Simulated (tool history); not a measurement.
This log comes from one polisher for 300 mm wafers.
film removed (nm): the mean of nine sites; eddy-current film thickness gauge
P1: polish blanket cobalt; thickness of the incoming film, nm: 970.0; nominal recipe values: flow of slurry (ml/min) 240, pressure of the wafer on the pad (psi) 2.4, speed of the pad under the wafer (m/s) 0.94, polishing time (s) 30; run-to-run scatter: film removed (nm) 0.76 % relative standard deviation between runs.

run,hour,flow of slurry (ml/min),pressure of the wafer on the pad (psi),speed of the pad under the wafer (m/s),polishing time (s),film removed (nm)
1,4.1,240,2.4,0.94,30,158.75
2,8.2,240,3.5,0.94,30,229.83
3,11,330,2.4,0.94,30,162.13
4,15.3,240,2.4,0.94,30,156.28
5,19.3,240,2.4,0.94,30,157.28
6,23.2,145,2.4,0.94,30,145.43
7,26.9,240,1.2,0.94,30,79.237
8,30.8,240,2.4,0.94,30,156.6
9,34.2,240,2.4,0.94,21,110.24
10,38.4,240,3,0.94,42,278.29
11,42,240,2.4,1.42,30,237.96
12,45.1,240,2.4,0.42,30,69.413
13,48.9,240,2.4,0.94,30,159.38
14,52.3,240,2.4,0.94,40,211.21
15,54.8,240,2.4,0.94,30,156.47
16,57.1,240,2.4,0.94,30,153.88
17,60.3,240,2.4,0.94,30,153.32
18,63.4,240,2.4,0.94,30,152.51
19,66.1,240,2.4,0.94,30,153.4
# hour 67.4: worn pad replaced by a new one
20,68.3,240,2.4,0.94,30,149.7
21,71.3,240,2.4,0.94,30,147.94
22,73.5,240,2.4,0.94,30,149.01
23,76.9,240,2.4,0.94,30,147.24
24,78.9,240,2.4,0.94,30,147.27
25,81.7,240,2.4,0.94,30,149.38

The log shows P1 creeping away from where it was. Any of the 2 causes listed here, at the size stated for it, fits the log just as well as the others:
A: head's pressure below its setpoint, % = 5.95
B: slurry flow missing at the pad, % = 36
Creep in the process output first set in at about hour 54.8.
Other possible causes, and why each is ruled out:
removal rate lost through wear of the pad, %: was serviced at hour 67.4, once the creep was under way, yet the earlier output never came back

Consider the 4 check runs below, whose results appear as question marks and each of which averages 3 wafers. Which one distinguishes the causes, in that each cause would give it a clearly different result?
check 1,84.5,240,3.3,0.94,30,?
check 2,84.5,240,1.9,0.94,24,?
check 3,84.5,240,1.3,1.34,30,?
check 4,84.5,145,2.4,0.42,30,?

Predicted outcomes, by check and by cause:
check,result,if A,if B
check 1,film removed (nm),203.84,203.83
check 2,film removed (nm),93.892,93.884
check 3,film removed (nm),114.47,114.46
check 4,film removed (nm),61.676,59.481
Smallest distance between any two causes, each pair judged by its most separating result, in per cent: check 1 0.01 %; check 2 0.01 %; check 3 0.01 %; check 4 3.62 %
Of the check runs offered, only check 4 discriminates between the causes; the rest would read about the same regardless of which cause applies.

Check 4 has now been run. It gave: film removed (nm) 59.354. Which of the candidate causes is it?

The cause is B: slurry flow missing at the pad, %.

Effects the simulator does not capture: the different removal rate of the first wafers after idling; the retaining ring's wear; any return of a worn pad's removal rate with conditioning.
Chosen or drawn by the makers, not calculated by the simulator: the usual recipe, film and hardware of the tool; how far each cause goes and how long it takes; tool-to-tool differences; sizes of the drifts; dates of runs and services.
